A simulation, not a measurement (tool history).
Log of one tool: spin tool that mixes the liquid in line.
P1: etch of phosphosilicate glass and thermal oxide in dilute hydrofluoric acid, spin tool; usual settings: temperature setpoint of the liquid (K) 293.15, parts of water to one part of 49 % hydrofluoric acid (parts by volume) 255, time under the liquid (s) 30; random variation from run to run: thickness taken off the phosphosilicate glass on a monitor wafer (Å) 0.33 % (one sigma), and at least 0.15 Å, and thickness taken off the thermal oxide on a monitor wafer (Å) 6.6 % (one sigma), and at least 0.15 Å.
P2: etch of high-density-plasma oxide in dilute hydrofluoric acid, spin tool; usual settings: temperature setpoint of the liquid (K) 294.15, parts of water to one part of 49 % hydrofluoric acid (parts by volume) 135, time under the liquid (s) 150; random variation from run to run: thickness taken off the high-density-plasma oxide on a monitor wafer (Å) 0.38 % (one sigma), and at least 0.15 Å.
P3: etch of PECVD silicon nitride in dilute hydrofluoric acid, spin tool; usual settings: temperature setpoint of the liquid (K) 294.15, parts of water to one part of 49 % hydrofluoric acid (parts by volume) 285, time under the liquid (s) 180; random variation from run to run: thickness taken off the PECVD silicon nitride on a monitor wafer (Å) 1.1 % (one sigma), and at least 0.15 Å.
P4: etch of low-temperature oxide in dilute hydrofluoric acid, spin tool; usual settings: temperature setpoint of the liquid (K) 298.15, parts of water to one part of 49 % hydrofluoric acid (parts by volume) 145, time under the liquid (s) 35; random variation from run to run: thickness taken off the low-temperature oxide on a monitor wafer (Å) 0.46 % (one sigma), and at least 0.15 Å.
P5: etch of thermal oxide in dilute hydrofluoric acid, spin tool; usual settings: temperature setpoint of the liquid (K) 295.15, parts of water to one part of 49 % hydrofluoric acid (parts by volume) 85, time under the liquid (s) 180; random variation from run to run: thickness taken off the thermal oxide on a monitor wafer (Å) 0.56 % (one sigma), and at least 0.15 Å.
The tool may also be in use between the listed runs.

run	hour	process that ran	temperature setpoint of the liquid (K)	parts of water to one part of 49 % hydrofluoric acid (parts by volume)	time under the liquid (s)	hours since the thermometer was replaced	hours since the hydrofluoric acid flow meter was replaced	thickness taken off the phosphosilicate glass on a monitor wafer (Å)	thickness taken off the thermal oxide on a monitor wafer (Å)	thickness taken off the PECVD silicon nitride on a monitor wafer (Å)	thickness taken off the low-temperature oxide on a monitor wafer (Å)	thickness taken off the high-density-plasma oxide on a monitor wafer (Å)
1	9.2	P1	293.15	255	30	650.1	377.0	80.967	3.9035			
2	17.2	P3	294.15	285	180	658.1	385.0			21.340		
3	24.7	P1	293.15	400	30	665.6	392.5	45.225	2.4713			
4	30.1	P3	290.15	285	180	671.0	397.9			16.437		
5	39.7	P5	295.15	85	15	680.6	407.5		7.7760			
6	44.7	P4	298.15	145	35	685.6	412.5				51.358	
7	51.9	P1	301.15	255	30	692.8	419.7	106.740	5.9087			
8	58.3	P5	295.15	85	180	699.2	426.1		93.2600			
9	67.2	P5	295.15	85	180	708.1	435.0		95.3630			
10	76.7	P1	300.65	405	30	717.6	444.5	56.873	2.8426			
11	83.9	P5	295.15	145	180	724.8	451.7		51.2540			
12	91.4	P1	293.15	255	15	732.3	459.2	40.306	2.2857			
13	97.0	P4	298.15	235	35	737.9	464.8				28.319	
14	105.1	P5	291.15	85	180	746.0	472.9		79.4920			
15	110.5	P1	290.15	255	30	751.4	478.3	71.569	3.4343			
16	120.0	P1	293.15	255	50	760.9	487.8	134.030	6.6420			
17	125.5	P1	293.15	255	30	766.4	493.3	80.365	4.3416			
18	132.9	P4	298.15	145	35	773.8	500.7				50.718	
# hour 134.3: hydrofluoric acid flow meter replaced
19	139.2	P3	294.15	440	180	780.1	4.9			14.247		
20	148.6	P2	294.15	135	20	789.5	14.3					9.8493
21	156.7	P1	293.15	50	30	797.6	22.4	507.510	28.8350			
22	165.4	P2	294.15	205	150	806.3	31.1					45.3770
23	173.3	P4	298.15	145	15	814.2	39.0				21.862	
24	182.9	P4	304.15	145	35	823.8	48.6				63.284	
25	188.2	P2	294.15	135	150	829.1	53.9					74.3000
26	193.4	P1	293.15	255	30	834.3	59.1	80.250	4.5390			
27	202.8	P1	298.65	255	55	843.7	68.5	179.190	9.3085			
28	211.4	P1	293.15	255	30	852.3	77.1	80.457	4.3597			
29	217.4	P2	290.15	135	150	858.3	83.1					62.8080
30	224.1	P3	294.15	285	330	865.0	89.8			39.046		
31	231.3	P1	293.15	400	50	872.2	97.0	75.628	3.7549			
32	240.8	P1	293.15	255	30	881.7	106.5	80.428	4.5804			
33	245.6	P1	293.15	255	30	886.5	111.3	79.060	4.0781			
34	252.3	P1	293.15	255	30	893.2	118.0	77.314	3.9258			
35	257.6	P1	293.15	255	30	898.5	123.3	76.437	4.2172			
36	264.7	P1	293.15	255	30	905.6	130.4	75.830	4.4093			
37	270.1	P1	293.15	255	30	911.0	135.8	75.853	3.8300			
38	274.9	P1	293.15	255	30	915.8	140.6	75.032	3.9830			
39	282.6	P1	293.15	255	30	923.5	148.3	75.862	3.4199			
40	289.3	P1	293.15	255	30	930.2	155.0	75.295	3.8853			

What P1 gives has crept away from where it was. These 2 causes fit the log equally well, each at the size given:
A: liquid colder than its thermometer reads (K) = 1.71
B: hydrofluoric acid flow below the setpoint (%) = 5.05
The creep began at about hour 240.8.

4 check runs are offered, each on 5 wafers whose results are averaged, their results left as question marks. Which one tells the causes apart?
check 1	296.0	P3	290.15	370	180					?		
check 2	296.0	P4	298.15	145	15						?	
check 3	296.0	P2	294.15	135	30							?
check 4	296.0	P5	295.15	140	75				?			

What each check would give under each cause:
check	result	if A	if B
check 1	thickness taken off the PECVD silicon nitride on a monitor wafer (Å)	11.586	12.325
check 2	thickness taken off the low-temperature oxide on a monitor wafer (Å)	20.445	20.541
check 3	thickness taken off the high-density-plasma oxide on a monitor wafer (Å)	13.8400	13.9650
check 4	thickness taken off the thermal oxide on a monitor wafer (Å)	20.9080	21.0690
How far apart the two closest causes lie, in the result that separates them most: check 1 6.18 %; check 2 0.47 %; check 3 0.9 %; check 4 0.77 %
Only check 1 tells the causes apart: in the others they would give nearly the same result.

Then check 1 was run and gave: thickness taken off the PECVD silicon nitride on a monitor wafer (Å) 12.254. Which cause is it?

It is B: hydrofluoric acid flow below the setpoint (%).

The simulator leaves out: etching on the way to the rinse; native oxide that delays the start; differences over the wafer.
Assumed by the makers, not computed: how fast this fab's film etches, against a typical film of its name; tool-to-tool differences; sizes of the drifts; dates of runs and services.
